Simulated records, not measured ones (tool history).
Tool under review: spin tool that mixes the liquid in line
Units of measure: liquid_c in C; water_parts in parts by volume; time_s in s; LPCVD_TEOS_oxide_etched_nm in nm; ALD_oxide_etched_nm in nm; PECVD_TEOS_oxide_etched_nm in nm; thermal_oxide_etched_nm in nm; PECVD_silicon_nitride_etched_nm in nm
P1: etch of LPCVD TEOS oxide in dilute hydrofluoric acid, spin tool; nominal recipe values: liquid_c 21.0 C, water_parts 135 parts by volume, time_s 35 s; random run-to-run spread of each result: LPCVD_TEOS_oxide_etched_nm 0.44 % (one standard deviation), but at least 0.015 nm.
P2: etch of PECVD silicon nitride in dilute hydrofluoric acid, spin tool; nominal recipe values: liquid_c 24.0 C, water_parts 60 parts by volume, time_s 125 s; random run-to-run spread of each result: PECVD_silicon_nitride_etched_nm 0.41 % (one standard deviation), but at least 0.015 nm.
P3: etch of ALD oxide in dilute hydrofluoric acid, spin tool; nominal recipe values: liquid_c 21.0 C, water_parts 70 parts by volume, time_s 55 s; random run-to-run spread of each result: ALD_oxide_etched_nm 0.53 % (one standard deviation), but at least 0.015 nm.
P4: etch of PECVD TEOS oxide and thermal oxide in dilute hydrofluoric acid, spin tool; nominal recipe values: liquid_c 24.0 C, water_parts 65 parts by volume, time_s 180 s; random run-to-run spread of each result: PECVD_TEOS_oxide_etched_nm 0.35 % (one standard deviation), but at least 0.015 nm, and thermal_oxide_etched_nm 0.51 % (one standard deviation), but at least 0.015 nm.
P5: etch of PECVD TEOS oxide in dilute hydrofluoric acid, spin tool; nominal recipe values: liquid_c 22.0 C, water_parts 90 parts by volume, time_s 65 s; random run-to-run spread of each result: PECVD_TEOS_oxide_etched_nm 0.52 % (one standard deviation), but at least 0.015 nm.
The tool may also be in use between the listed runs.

run,hour,process,liquid_c,water_parts,time_s,hours since the thermometer was replaced,hours since the hydrofluoric acid flow meter was replaced,LPCVD_TEOS_oxide_etched_nm,ALD_oxide_etched_nm,PECVD_TEOS_oxide_etched_nm,thermal_oxide_etched_nm,PECVD_silicon_nitride_etched_nm
1,3.2,P1,21.0,135,35,296.5,671.6,8.2946,,,,
2,7.6,P3,21.0,70,55,300.9,676.0,,7.2280,,,
3,13.3,P5,17.0,90,65,306.6,681.7,,,5.9421,,
4,17.6,P1,21.0,225,35,310.9,686.0,4.5768,,,,
5,23.9,P1,21.0,75,35,317.2,692.3,15.9670,,,,
6,29.3,P4,17.0,65,180,322.6,697.7,,,18.2340,9.8611,
7,35.0,P1,17.0,135,35,328.3,703.4,7.0746,,,,
8,39.6,P1,21.0,135,35,332.9,708.0,8.3217,,,,
9,45.4,P3,17.0,70,55,338.7,713.8,,6.0531,,,
10,49.1,P3,21.0,70,15,342.4,717.5,,1.9567,,,
11,55.1,P3,21.0,115,55,348.4,723.5,,4.1553,,,
12,58.2,P2,31.0,60,125,351.5,726.6,,,,,13.3110
13,63.6,P1,21.0,135,35,356.9,732.0,8.2854,,,,
14,68.3,P4,24.0,65,15,361.6,736.7,,,2.0521,1.0744,
15,75.0,P1,17.5,135,15,368.3,743.4,3.1049,,,,
16,79.9,P5,22.0,90,15,373.2,748.3,,,1.6934,,
17,84.4,P4,24.0,90,180,377.7,752.8,,,17.0430,9.2594,
18,89.7,P1,21.0,135,15,383.0,758.1,3.5421,,,,
19,93.1,P1,21.0,230,15,386.4,761.5,1.8894,,,,
20,99.8,P1,21.0,135,60,393.1,768.2,14.3130,,,,
21,104.1,P2,24.0,60,125,397.4,772.5,,,,,8.4811
22,110.9,P2,24.0,60,185,404.2,779.3,,,,,12.5590
23,116.7,P5,22.0,90,65,410.0,785.1,,,7.2814,,
24,120.9,P4,24.0,65,180,414.2,789.3,,,24.5160,13.1330,
25,123.9,P1,21.0,135,35,417.2,792.3,8.3321,,,,
26,128.6,P1,26.0,135,35,421.9,797.0,10.0590,,,,
27,131.7,P2,24.0,90,125,425.0,800.1,,,,,5.6624
28,135.5,P1,21.0,135,35,428.8,803.9,8.2770,,,,
29,140.1,P5,22.0,155,65,433.4,808.5,,,3.8831,,
30,145.9,P4,24.0,65,180,439.2,814.3,,,24.3830,13.2390,
31,149.5,P1,21.0,135,35,442.8,817.9,8.3627,,,,
32,153.1,P1,21.0,135,35,446.4,821.5,8.3383,,,,
33,159.8,P5,22.0,90,65,453.1,828.2,,,7.2481,,
34,163.6,P1,21.0,135,35,456.9,832.0,8.2841,,,,
35,168.7,P1,21.0,135,35,462.0,837.1,8.5784,,,,
36,173.7,P1,21.0,135,35,467.0,842.1,8.6631,,,,
37,176.9,P1,21.0,135,35,470.2,845.3,8.6732,,,,
38,183.1,P1,21.0,135,35,476.4,851.5,8.7694,,,,
39,187.9,P1,21.0,135,35,481.2,856.3,8.8592,,,,
40,191.3,P1,21.0,135,35,484.6,859.7,8.8560,,,,
41,196.2,P1,21.0,135,35,489.5,864.6,8.8962,,,,
42,201.5,P1,21.0,135,35,494.8,869.9,8.9666,,,,
43,204.8,P1,21.0,135,35,498.1,873.2,8.9527,,,,
44,209.4,P1,21.0,135,35,502.7,877.8,8.9376,,,,

Something has made what P1 gives creep away from where it was; the 2 causes below, each at its own stated size, fit the log equally well:
A: hydrofluoric acid flow above the setpoint (%) = 6.62
B: liquid hotter than its thermometer reads (K) = 1.86
The creep began at about hour 163.6.

Of the 4 check runs listed below, each run on one wafer and each result written as a question mark, which would let you distinguish the listed causes because they would give clearly different results?
check 1,214.0,P4,24.0,85,180,,,,,?,?,
check 2,214.0,P2,30.5,60,125,,,,,,,?
check 3,214.0,P3,17.0,70,55,,,,?,,,
check 4,214.0,P5,22.0,145,15,,,,,?,,

Outcome of each check run for each possible cause:
check,result,if A,if B
check 1,PECVD_TEOS_oxide_etched_nm,19.5550,19.6160
check 1,thermal_oxide_etched_nm,10.6030,10.6360
check 2,PECVD_silicon_nitride_etched_nm,13.8180,14.5880
check 3,ALD_oxide_etched_nm,6.5051,6.5729
check 4,PECVD_TEOS_oxide_etched_nm,1.0509,1.0489
Per-check spread between the two closest causes, in the result where they differ most: check 1 0.31 %; check 2 5.42 %; check 3 1.04 %; check 4 0.19 %
The other checks would show nearly matching results whichever cause is true, so check 2 is the only one that separates the causes.

With check 2 done, the readings were: PECVD_silicon_nitride_etched_nm 13.8160 nm. Identify which of the listed causes applies.

The correct cause is A, namely: hydrofluoric acid flow above the setpoint (%).
